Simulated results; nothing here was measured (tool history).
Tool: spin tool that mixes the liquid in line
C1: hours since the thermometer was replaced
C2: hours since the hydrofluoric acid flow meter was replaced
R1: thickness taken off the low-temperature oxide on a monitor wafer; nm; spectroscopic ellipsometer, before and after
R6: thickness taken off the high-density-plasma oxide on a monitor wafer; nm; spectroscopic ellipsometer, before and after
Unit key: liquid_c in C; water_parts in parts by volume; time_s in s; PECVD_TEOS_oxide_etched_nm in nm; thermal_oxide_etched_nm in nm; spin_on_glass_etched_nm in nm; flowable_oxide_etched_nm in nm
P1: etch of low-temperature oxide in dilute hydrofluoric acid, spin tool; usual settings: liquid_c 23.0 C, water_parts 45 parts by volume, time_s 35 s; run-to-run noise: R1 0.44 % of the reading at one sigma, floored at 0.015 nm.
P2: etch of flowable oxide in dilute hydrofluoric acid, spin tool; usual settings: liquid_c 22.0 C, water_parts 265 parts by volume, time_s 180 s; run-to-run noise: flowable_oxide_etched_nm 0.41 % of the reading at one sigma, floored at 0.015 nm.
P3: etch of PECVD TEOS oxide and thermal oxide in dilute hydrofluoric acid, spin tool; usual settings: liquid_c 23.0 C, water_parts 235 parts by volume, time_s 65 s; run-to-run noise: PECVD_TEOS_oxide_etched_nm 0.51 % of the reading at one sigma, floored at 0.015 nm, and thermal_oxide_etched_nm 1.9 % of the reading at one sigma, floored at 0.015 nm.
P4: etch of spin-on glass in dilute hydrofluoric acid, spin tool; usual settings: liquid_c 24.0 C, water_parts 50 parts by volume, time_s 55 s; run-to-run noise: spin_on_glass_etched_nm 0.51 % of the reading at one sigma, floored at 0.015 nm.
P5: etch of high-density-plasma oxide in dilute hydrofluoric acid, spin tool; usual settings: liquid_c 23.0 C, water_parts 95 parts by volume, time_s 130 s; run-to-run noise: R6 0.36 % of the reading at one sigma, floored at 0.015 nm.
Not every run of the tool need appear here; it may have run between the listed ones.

{"run": 1, "day": 0.371, "process": "P1", "liquid_c": 23.0, "water_parts": 45, "time_s": 35, "C1": 1546.9, "C2": 718.7, "R1": 11.183}
{"run": 2, "day": 0.625, "process": "P3", "liquid_c": 23.0, "water_parts": 235, "time_s": 15, "C1": 1553.0, "C2": 724.8, "PECVD_TEOS_oxide_etched_nm": 1.2327, "thermal_oxide_etched_nm": 0.27345}
{"run": 3, "day": 1.017, "process": "P4", "liquid_c": 24.0, "water_parts": 25, "time_s": 55, "C1": 1562.4, "C2": 734.2, "spin_on_glass_etched_nm": 111.06}
{"run": 4, "day": 1.383, "process": "P4", "liquid_c": 31.0, "water_parts": 50, "time_s": 55, "C1": 1571.2, "C2": 743.0, "spin_on_glass_etched_nm": 71.2}
{"run": 5, "day": 1.642, "process": "P2", "liquid_c": 22.0, "water_parts": 415, "time_s": 180, "C1": 1577.4, "C2": 749.2, "flowable_oxide_etched_nm": 8.2221}
{"run": 6, "day": 2.038, "process": "P1", "liquid_c": 23.0, "water_parts": 45, "time_s": 15, "C1": 1586.9, "C2": 758.7, "R1": 4.7967}
{"run": 7, "day": 2.425, "process": "P1", "liquid_c": 23.0, "water_parts": 45, "time_s": 35, "C1": 1596.2, "C2": 768.0, "R1": 11.246}
{"run": 8, "day": 2.775, "process": "P3", "liquid_c": 23.0, "water_parts": 50, "time_s": 65, "C1": 1604.6, "C2": 776.4, "PECVD_TEOS_oxide_etched_nm": 31.208, "thermal_oxide_etched_nm": 6.1972}
{"run": 9, "day": 3.158, "process": "P5", "liquid_c": 23.0, "water_parts": 95, "time_s": 130, "C1": 1613.8, "C2": 785.6, "R6": 11.997}
{"run": 10, "day": 3.512, "process": "P1", "liquid_c": 30.5, "water_parts": 25, "time_s": 35, "C1": 1622.3, "C2": 794.1, "R1": 28.08}
{"run": 11, "day": 3.85, "process": "P1", "liquid_c": 23.0, "water_parts": 45, "time_s": 35, "C1": 1630.4, "C2": 802.2, "R1": 11.263}
{"run": 12, "day": 4.192, "process": "P1", "liquid_c": 28.0, "water_parts": 45, "time_s": 35, "C1": 1638.6, "C2": 810.4, "R1": 13.713}
{"run": 13, "day": 4.425, "process": "P1", "liquid_c": 23.0, "water_parts": 45, "time_s": 35, "C1": 1644.2, "C2": 816.0, "R1": 11.109}
{"run": 14, "day": 4.654, "process": "P1", "liquid_c": 23.0, "water_parts": 45, "time_s": 60, "C1": 1649.7, "C2": 821.5, "R1": 19.239}
{"run": 15, "day": 4.871, "process": "P2", "liquid_c": 26.0, "water_parts": 265, "time_s": 180, "C1": 1654.9, "C2": 826.7, "flowable_oxide_etched_nm": 16.898}
{"run": 16, "day": 5.075, "process": "P2", "liquid_c": 22.0, "water_parts": 265, "time_s": 275, "C1": 1659.8, "C2": 831.6, "flowable_oxide_etched_nm": 22.536}
{"run": 17, "day": 5.488, "process": "P1", "liquid_c": 17.0, "water_parts": 45, "time_s": 35, "C1": 1669.7, "C2": 841.5, "R1": 8.6103}
{"run": 18, "day": 5.867, "process": "P4", "liquid_c": 24.0, "water_parts": 50, "time_s": 55, "C1": 1678.8, "C2": 850.6, "spin_on_glass_etched_nm": 53.286}
{"run": 19, "day": 6.071, "process": "P1", "liquid_c": 19.0, "water_parts": 60, "time_s": 35, "C1": 1683.7, "C2": 855.5, "R1": 6.9215}
{"run": 20, "day": 6.379, "process": "P5", "liquid_c": 18.0, "water_parts": 95, "time_s": 130, "C1": 1691.1, "C2": 862.9, "R6": 9.7388}
{"run": 21, "day": 6.683, "process": "P1", "liquid_c": 23.0, "water_parts": 45, "time_s": 35, "C1": 1698.4, "C2": 870.2, "R1": 11.186}
{"run": 22, "day": 6.996, "process": "P5", "liquid_c": 23.0, "water_parts": 95, "time_s": 190, "C1": 1705.9, "C2": 877.7, "R6": 17.501}
{"run": 23, "day": 7.254, "process": "P1", "liquid_c": 23.0, "water_parts": 45, "time_s": 35, "C1": 1712.1, "C2": 883.9, "R1": 11.314}
{"run": 24, "day": 7.658, "process": "P2", "liquid_c": 22.0, "water_parts": 265, "time_s": 180, "C1": 1721.8, "C2": 893.6, "flowable_oxide_etched_nm": 14.838}
{"run": 25, "day": 8.038, "process": "P4", "liquid_c": 24.0, "water_parts": 50, "time_s": 115, "C1": 1730.9, "C2": 902.7, "spin_on_glass_etched_nm": 112.28}
{"run": 26, "day": 8.458, "process": "P5", "liquid_c": 23.0, "water_parts": 40, "time_s": 130, "C1": 1741.0, "C2": 912.8, "R6": 30.283}
{"run": 27, "day": 8.871, "process": "P2", "liquid_c": 22.0, "water_parts": 265, "time_s": 180, "C1": 1750.9, "C2": 922.7, "flowable_oxide_etched_nm": 14.783}
{"run": 28, "day": 9.233, "process": "P5", "liquid_c": 23.0, "water_parts": 95, "time_s": 130, "C1": 1759.6, "C2": 931.4, "R6": 12.035}
{"run": 29, "day": 9.629, "process": "P3", "liquid_c": 23.0, "water_parts": 235, "time_s": 65, "C1": 1769.1, "C2": 940.9, "PECVD_TEOS_oxide_etched_nm": 5.3945, "thermal_oxide_etched_nm": 1.0717}
{"run": 30, "day": 9.854, "process": "P3", "liquid_c": 27.5, "water_parts": 235, "time_s": 65, "C1": 1774.5, "C2": 946.3, "PECVD_TEOS_oxide_etched_nm": 6.3517, "thermal_oxide_etched_nm": 1.2526}
{"run": 31, "day": 10.262, "process": "P1", "liquid_c": 23.0, "water_parts": 20, "time_s": 35, "C1": 1784.3, "C2": 956.1, "R1": 26.029}
{"run": 32, "day": 10.608, "process": "P1", "liquid_c": 23.0, "water_parts": 65, "time_s": 35, "C1": 1792.6, "C2": 964.4, "R1": 7.5341}
{"run": 33, "day": 10.925, "process": "P1", "liquid_c": 23.0, "water_parts": 45, "time_s": 35, "C1": 1800.2, "C2": 972.0, "R1": 11.155}
{"run": 34, "day": 11.275, "process": "P1", "liquid_c": 23.0, "water_parts": 45, "time_s": 35, "C1": 1808.6, "C2": 980.4, "R1": 10.882}
{"run": 35, "day": 11.583, "process": "P1", "liquid_c": 23.0, "water_parts": 45, "time_s": 35, "C1": 1816.0, "C2": 987.8, "R1": 10.71}
{"run": 36, "day": 12.008, "process": "P1", "liquid_c": 23.0, "water_parts": 45, "time_s": 35, "C1": 1826.2, "C2": 998.0, "R1": 10.474}
{"run": 37, "day": 12.288, "process": "P1", "liquid_c": 23.0, "water_parts": 45, "time_s": 35, "C1": 1832.9, "C2": 1004.7, "R1": 10.508}
{"run": 38, "day": 12.554, "process": "P1", "liquid_c": 23.0, "water_parts": 45, "time_s": 35, "C1": 1839.3, "C2": 1011.1, "R1": 10.486}
{"run": 39, "day": 12.746, "process": "P1", "liquid_c": 23.0, "water_parts": 45, "time_s": 35, "C1": 1843.9, "C2": 1015.7, "R1": 10.489}
{"run": 40, "day": 13.162, "process": "P1", "liquid_c": 23.0, "water_parts": 45, "time_s": 35, "C1": 1853.9, "C2": 1025.7, "R1": 10.464}
{"run": 41, "day": 13.458, "process": "P1", "liquid_c": 23.0, "water_parts": 45, "time_s": 35, "C1": 1861.0, "C2": 1032.8, "R1": 10.494}
{"run": 42, "day": 13.879, "process": "P1", "liquid_c": 23.0, "water_parts": 45, "time_s": 35, "C1": 1871.1, "C2": 1042.9, "R1": 10.493}

P1 no longer gives what it gave before; its output has crept away from where it was. The following 2 causes, each at its listed size, fit the log equally well:
A: hydrofluoric acid flow below the setpoint (%) = 6.61
B: liquid colder than its thermometer reads (K) = 1.73
At approximately day 10.925, the process output began to creep.

Of the 4 check runs below, each run on 2 wafers with the results averaged and each result still a question mark, which one would tell the listed causes apart?
{"run": "check 1", "day": 14.3, "process": "P5", "liquid_c": 23.0, "water_parts": 40, "time_s": 130, "R6": "?"}
{"run": "check 2", "day": 14.3, "process": "P2", "liquid_c": 22.0, "water_parts": 365, "time_s": 180, "flowable_oxide_etched_nm": "?"}
{"run": "check 3", "day": 14.3, "process": "P3", "liquid_c": 23.0, "water_parts": 50, "time_s": 35, "PECVD_TEOS_oxide_etched_nm": "?", "thermal_oxide_etched_nm": "?"}
{"run": "check 4", "day": 14.3, "process": "P4", "liquid_c": 24.0, "water_parts": 35, "time_s": 55, "spin_on_glass_etched_nm": "?"}

What each check would give under each cause:
check=check_1 result=R6 if_A=28.3310 if_B=28.3100
check=check_2 result=flowable_oxide_etched_nm if_A=8.9364 if_B=9.2161
check=check_3 result=PECVD_TEOS_oxide_etched_nm if_A=15.6210 if_B=15.6320
check=check_3 result=thermal_oxide_etched_nm if_A=3.13420 if_B=3.13650
check=check_4 result=spin_on_glass_etched_nm if_A=72.900 if_B=72.845
Distance between the nearest two causes, measured in the result of the check that separates them most: check 1 0.08 %; check 2 3.08 %; check 3 0.07 %; check 4 0.08 %
The causes can be told apart only by check 2. The other checks would give nearly the same results under each of them.

Check 2 was then run and gave: flowable_oxide_etched_nm 9.2493 nm. Which cause is it?

It is B: liquid colder than its thermometer reads (K).

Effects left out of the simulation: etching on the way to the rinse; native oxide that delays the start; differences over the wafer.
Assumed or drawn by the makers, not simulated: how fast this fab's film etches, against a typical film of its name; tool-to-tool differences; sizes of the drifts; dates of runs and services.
